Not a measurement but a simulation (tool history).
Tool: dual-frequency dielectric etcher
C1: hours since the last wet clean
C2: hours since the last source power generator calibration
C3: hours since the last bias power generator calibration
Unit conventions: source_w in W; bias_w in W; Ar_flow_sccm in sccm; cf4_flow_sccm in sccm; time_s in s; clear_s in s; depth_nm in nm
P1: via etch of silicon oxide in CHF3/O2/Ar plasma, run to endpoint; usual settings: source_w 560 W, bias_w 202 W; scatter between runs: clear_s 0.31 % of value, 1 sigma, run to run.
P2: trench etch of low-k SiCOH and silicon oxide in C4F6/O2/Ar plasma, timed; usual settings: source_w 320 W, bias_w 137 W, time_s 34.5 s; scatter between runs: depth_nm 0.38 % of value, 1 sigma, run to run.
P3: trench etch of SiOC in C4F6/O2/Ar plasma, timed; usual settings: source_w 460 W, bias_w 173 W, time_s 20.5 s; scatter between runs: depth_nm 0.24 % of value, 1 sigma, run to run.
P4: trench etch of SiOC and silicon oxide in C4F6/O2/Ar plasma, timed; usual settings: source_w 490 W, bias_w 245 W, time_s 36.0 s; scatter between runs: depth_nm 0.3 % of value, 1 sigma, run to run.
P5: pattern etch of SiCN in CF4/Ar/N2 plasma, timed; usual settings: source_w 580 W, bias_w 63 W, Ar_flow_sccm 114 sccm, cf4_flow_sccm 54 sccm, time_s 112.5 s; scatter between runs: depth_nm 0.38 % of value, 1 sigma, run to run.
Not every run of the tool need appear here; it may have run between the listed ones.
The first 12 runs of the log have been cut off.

Run 13, hour 45.3: process P1, source_w 560 W, bias_w 202 W; C1 222.9; C2 1179.3; C3 391.0. Result: clear_s 276.08 s.
Run 14, hour 48.3: process P3, source_w 300 W, bias_w 173 W, time_s 20.5 s; C1 225.9; C2 1182.3; C3 394.0. Result: depth_nm 38.066 nm.
Run 15, hour 52.8: process P1, source_w 560 W, bias_w 202 W; C1 230.4; C2 1186.8; C3 398.5. Result: clear_s 275.89 s.
Run 16, hour 55.1: process P1, source_w 710 W, bias_w 270 W; C1 232.7; C2 1189.1; C3 400.8. Result: clear_s 227.83 s.
Run 17, hour 58.5: process P2, source_w 320 W, bias_w 85 W, time_s 34.5 s; C1 236.1; C2 1192.5; C3 404.2. Result: depth_nm 79.214 nm.
Run 18, hour 60.8: process P5, source_w 580 W, bias_w 63 W, Ar_flow_sccm 114 sccm, cf4_flow_sccm 42 sccm, time_s 112.5 s; C1 238.4; C2 1194.8; C3 406.5. Result: depth_nm 100.440 nm.
Run 19, hour 63.4: process P5, source_w 580 W, bias_w 63 W, Ar_flow_sccm 114 sccm, cf4_flow_sccm 54 sccm, time_s 62.0 s; C1 241.0; C2 1197.4; C3 409.1. Result: depth_nm 57.623 nm.
Run 20, hour 67.1: process P4, source_w 320 W, bias_w 245 W, time_s 36.0 s; C1 244.7; C2 1201.1; C3 412.8. Result: depth_nm 71.968 nm.
Run 21, hour 69.8: process P5, source_w 580 W, bias_w 63 W, Ar_flow_sccm 81 sccm, cf4_flow_sccm 54 sccm, time_s 112.5 s; C1 247.4; C2 1203.8; C3 415.5. Result: depth_nm 111.410 nm.
Run 22, hour 74.0: process P2, source_w 320 W, bias_w 137 W, time_s 19.0 s; C1 251.6; C2 1208.0; C3 419.7. Result: depth_nm 50.152 nm.
Run 23, hour 76.1: process P2, source_w 320 W, bias_w 137 W, time_s 34.5 s; C1 253.7; C2 1210.1; C3 421.8. Result: depth_nm 90.968 nm.

What does the tool deliver on the next run?
Run 24, hour 78.7: process P4, source_w 490 W, bias_w 245 W, time_s 20.0 s; C1 256.3; C2 1212.7; C3 424.4. Result: depth_nm ?.

{"run 24": {"depth_nm": 47.269}}

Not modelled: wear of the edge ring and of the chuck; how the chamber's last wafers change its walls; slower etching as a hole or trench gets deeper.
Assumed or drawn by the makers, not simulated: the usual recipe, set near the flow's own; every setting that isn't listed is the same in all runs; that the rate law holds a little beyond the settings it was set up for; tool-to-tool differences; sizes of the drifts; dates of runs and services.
